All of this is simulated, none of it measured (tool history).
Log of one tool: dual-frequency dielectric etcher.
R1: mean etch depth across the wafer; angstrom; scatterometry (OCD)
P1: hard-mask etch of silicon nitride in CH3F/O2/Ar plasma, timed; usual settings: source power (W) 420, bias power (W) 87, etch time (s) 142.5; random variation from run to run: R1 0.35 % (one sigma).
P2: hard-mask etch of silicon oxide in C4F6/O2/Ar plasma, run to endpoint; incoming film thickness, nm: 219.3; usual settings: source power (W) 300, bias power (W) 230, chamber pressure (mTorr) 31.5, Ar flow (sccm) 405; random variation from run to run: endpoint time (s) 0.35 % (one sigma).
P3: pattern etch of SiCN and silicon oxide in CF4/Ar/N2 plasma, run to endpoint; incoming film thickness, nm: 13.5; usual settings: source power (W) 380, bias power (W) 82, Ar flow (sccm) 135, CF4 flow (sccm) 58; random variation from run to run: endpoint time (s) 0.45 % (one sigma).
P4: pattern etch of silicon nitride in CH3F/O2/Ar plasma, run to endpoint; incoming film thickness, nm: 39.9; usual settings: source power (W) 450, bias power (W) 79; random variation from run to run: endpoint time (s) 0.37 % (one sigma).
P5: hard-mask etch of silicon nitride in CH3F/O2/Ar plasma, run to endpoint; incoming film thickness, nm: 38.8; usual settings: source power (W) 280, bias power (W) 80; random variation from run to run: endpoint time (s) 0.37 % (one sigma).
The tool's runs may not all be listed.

run 1 day=0.204 | process_that_ran=P1 source_power_(W)=420 bias_power_(W)=87 etch_time_(s)=142.5 | R1=1103
run 2 day=0.462 | process_that_ran=P2 source_power_(W)=300 bias_power_(W)=230 chamber_pressure_(mTorr)=39.5 Ar_flow_(sccm)=405 | endpoint_time_(s)=74.963
run 3 day=0.592 | process_that_ran=P2 source_power_(W)=300 bias_power_(W)=281 chamber_pressure_(mTorr)=31.5 Ar_flow_(sccm)=405 | endpoint_time_(s)=67.892
-- day=0.696 bias power generator calibrated
run 4 day=0.771 | process_that_ran=P1 source_power_(W)=420 bias_power_(W)=87 etch_time_(s)=142.5 | R1=1106.2
run 5 day=1.012 | process_that_ran=P5 source_power_(W)=280 bias_power_(W)=49 | endpoint_time_(s)=75.995
run 6 day=1.225 | process_that_ran=P1 source_power_(W)=420 bias_power_(W)=87 etch_time_(s)=78.5 | R1=610.96
run 7 day=1.462 | process_that_ran=P1 source_power_(W)=530 bias_power_(W)=87 etch_time_(s)=85 | R1=722.29
run 8 day=1.608 | process_that_ran=P1 source_power_(W)=420 bias_power_(W)=87 etch_time_(s)=142.5 | R1=1101
run 9 day=1.754 | process_that_ran=P1 source_power_(W)=580 bias_power_(W)=87 etch_time_(s)=142.5 | R1=1246.4
run 10 day=2 | process_that_ran=P1 source_power_(W)=420 bias_power_(W)=87 etch_time_(s)=142.5 | R1=1102.8
run 11 day=2.25 | process_that_ran=P5 source_power_(W)=370 bias_power_(W)=80 | endpoint_time_(s)=57.659
run 12 day=2.496 | process_that_ran=P5 source_power_(W)=280 bias_power_(W)=80 | endpoint_time_(s)=64.381
run 13 day=2.662 | process_that_ran=P4 source_power_(W)=330 bias_power_(W)=79 | endpoint_time_(s)=60.081
run 14 day=2.783 | process_that_ran=P1 source_power_(W)=260 bias_power_(W)=87 etch_time_(s)=142.5 | R1=924.25
run 15 day=2.908 | process_that_ran=P2 source_power_(W)=300 bias_power_(W)=230 chamber_pressure_(mTorr)=31.5 Ar_flow_(sccm)=405 | endpoint_time_(s)=73.282
run 16 day=3.046 | process_that_ran=P4 source_power_(W)=450 bias_power_(W)=111 | endpoint_time_(s)=46.962
run 17 day=3.238 | process_that_ran=P3 source_power_(W)=380 bias_power_(W)=82 Ar_flow_(sccm)=135 CF4_flow_(sccm)=74 | endpoint_time_(s)=17.897
run 18 day=3.404 | process_that_ran=P3 source_power_(W)=520 bias_power_(W)=82 Ar_flow_(sccm)=135 CF4_flow_(sccm)=58 | endpoint_time_(s)=14.105
run 19 day=3.55 | process_that_ran=P3 source_power_(W)=380 bias_power_(W)=64 Ar_flow_(sccm)=135 CF4_flow_(sccm)=58 | endpoint_time_(s)=20.277
run 20 day=3.767 | process_that_ran=P1 source_power_(W)=420 bias_power_(W)=87 etch_time_(s)=142.5 | R1=1101
run 21 day=3.95 | process_that_ran=P3 source_power_(W)=380 bias_power_(W)=82 Ar_flow_(sccm)=135 CF4_flow_(sccm)=58 | endpoint_time_(s)=18.554
run 22 day=4.1 | process_that_ran=P1 source_power_(W)=420 bias_power_(W)=66 etch_time_(s)=142.5 | R1=1006.2
run 23 day=4.279 | process_that_ran=P4 source_power_(W)=450 bias_power_(W)=79 | endpoint_time_(s)=53.653
run 24 day=4.533 | process_that_ran=P1 source_power_(W)=420 bias_power_(W)=87 etch_time_(s)=142.5 | R1=1106.7
run 25 day=4.754 | process_that_ran=P2 source_power_(W)=300 bias_power_(W)=230 chamber_pressure_(mTorr)=31.5 Ar_flow_(sccm)=494 | endpoint_time_(s)=74.467
run 26 day=4.962 | process_that_ran=P3 source_power_(W)=380 bias_power_(W)=82 Ar_flow_(sccm)=173 CF4_flow_(sccm)=58 | endpoint_time_(s)=19.278
run 27 day=5.204 | process_that_ran=P2 source_power_(W)=300 bias_power_(W)=230 chamber_pressure_(mTorr)=31.5 Ar_flow_(sccm)=405 | endpoint_time_(s)=73.351
run 28 day=5.358 | process_that_ran=P1 source_power_(W)=420 bias_power_(W)=124 etch_time_(s)=142.5 | R1=1255.9
run 29 day=5.517 | process_that_ran=P2 source_power_(W)=210 bias_power_(W)=230 chamber_pressure_(mTorr)=31.5 Ar_flow_(sccm)=405 | endpoint_time_(s)=83.489
run 30 day=5.675 | process_that_ran=P1 source_power_(W)=420 bias_power_(W)=87 etch_time_(s)=211.5 | R1=1634.2
run 31 day=5.912 | process_that_ran=P3 source_power_(W)=380 bias_power_(W)=82 Ar_flow_(sccm)=135 CF4_flow_(sccm)=58 | endpoint_time_(s)=18.604
run 32 day=6.096 | process_that_ran=P5 source_power_(W)=280 bias_power_(W)=80 | endpoint_time_(s)=64.399
run 33 day=6.292 | process_that_ran=P1 source_power_(W)=420 bias_power_(W)=87 etch_time_(s)=142.5 | R1=1103.1
run 34 day=6.504 | process_that_ran=P1 source_power_(W)=420 bias_power_(W)=87 etch_time_(s)=142.5 | R1=1102.2
run 35 day=6.712 | process_that_ran=P1 source_power_(W)=420 bias_power_(W)=87 etch_time_(s)=142.5 | R1=1096
run 36 day=6.875 | process_that_ran=P1 source_power_(W)=420 bias_power_(W)=87 etch_time_(s)=142.5 | R1=1097.1
run 37 day=7.071 | process_that_ran=P1 source_power_(W)=420 bias_power_(W)=87 etch_time_(s)=142.5 | R1=1094.6
run 38 day=7.338 | process_that_ran=P1 source_power_(W)=420 bias_power_(W)=87 etch_time_(s)=142.5 | R1=1086.4
run 39 day=7.462 | process_that_ran=P1 source_power_(W)=420 bias_power_(W)=87 etch_time_(s)=142.5 | R1=1083
run 40 day=7.629 | process_that_ran=P1 source_power_(W)=420 bias_power_(W)=87 etch_time_(s)=142.5 | R1=1095.4
run 41 day=7.746 | process_that_ran=P1 source_power_(W)=420 bias_power_(W)=87 etch_time_(s)=142.5 | R1=1089.8
run 42 day=7.929 | process_that_ran=P1 source_power_(W)=420 bias_power_(W)=87 etch_time_(s)=142.5 | R1=1085.2
-- day=7.958 wet clean of the chamber
run 43 day=8.071 | process_that_ran=P1 source_power_(W)=420 bias_power_(W)=87 etch_time_(s)=142.5 | R1=1085.2
run 44 day=8.338 | process_that_ran=P1 source_power_(W)=420 bias_power_(W)=87 etch_time_(s)=142.5 | R1=1084.3
run 45 day=8.546 | process_that_ran=P1 source_power_(W)=420 bias_power_(W)=87 etch_time_(s)=142.5 | R1=1082.6

What P1 gives has crept away from where it was. These 2 causes fit the log equally well, each at the size given:
A: source power that arrives under what is set, % = 4.53
B: bias power that arrives under what is set, % = 4.78
The creep began at about day 6.504.
Why every other cause is out:
chamber walls in a state that lowers the etch rate, %: serviced at day 7.958, which brought nothing back

4 check runs are offered, each on 3 wafers whose results are averaged, their results left as question marks. Which one tells the causes apart?
run check 1 day=8.754 | process_that_ran=P5 source_power_(W)=280 bias_power_(W)=80 | endpoint_time_(s)=?
run check 2 day=8.754 | process_that_ran=P4 source_power_(W)=450 bias_power_(W)=79 | endpoint_time_(s)=?
run check 3 day=8.754 | process_that_ran=P3 source_power_(W)=380 bias_power_(W)=82 Ar_flow_(sccm)=135 CF4_flow_(sccm)=58 | endpoint_time_(s)=?
run check 4 day=8.754 | process_that_ran=P2 source_power_(W)=300 bias_power_(W)=230 chamber_pressure_(mTorr)=31.5 Ar_flow_(sccm)=405 | endpoint_time_(s)=?

What each check would give under each cause:
check=check_1 result=endpoint_time_(s) if_A=65.296 if_B=65.31
check=check_2 result=endpoint_time_(s) if_A=54.328 if_B=54.294
check=check_3 result=endpoint_time_(s) if_A=19.29 if_B=18.872
check=check_4 result=endpoint_time_(s) if_A=74.228 if_B=74.141
How far apart the two closest causes lie, in the result that separates them most: check 1 0.02 %; check 2 0.06 %; check 3 2.19 %; check 4 0.12 %
Only check 3 tells the causes apart: in the others they would give nearly the same result.

Then check 3 was run and gave: endpoint time (s) 18.892. Which cause is it?

It is B: bias power that arrives under what is set, %.

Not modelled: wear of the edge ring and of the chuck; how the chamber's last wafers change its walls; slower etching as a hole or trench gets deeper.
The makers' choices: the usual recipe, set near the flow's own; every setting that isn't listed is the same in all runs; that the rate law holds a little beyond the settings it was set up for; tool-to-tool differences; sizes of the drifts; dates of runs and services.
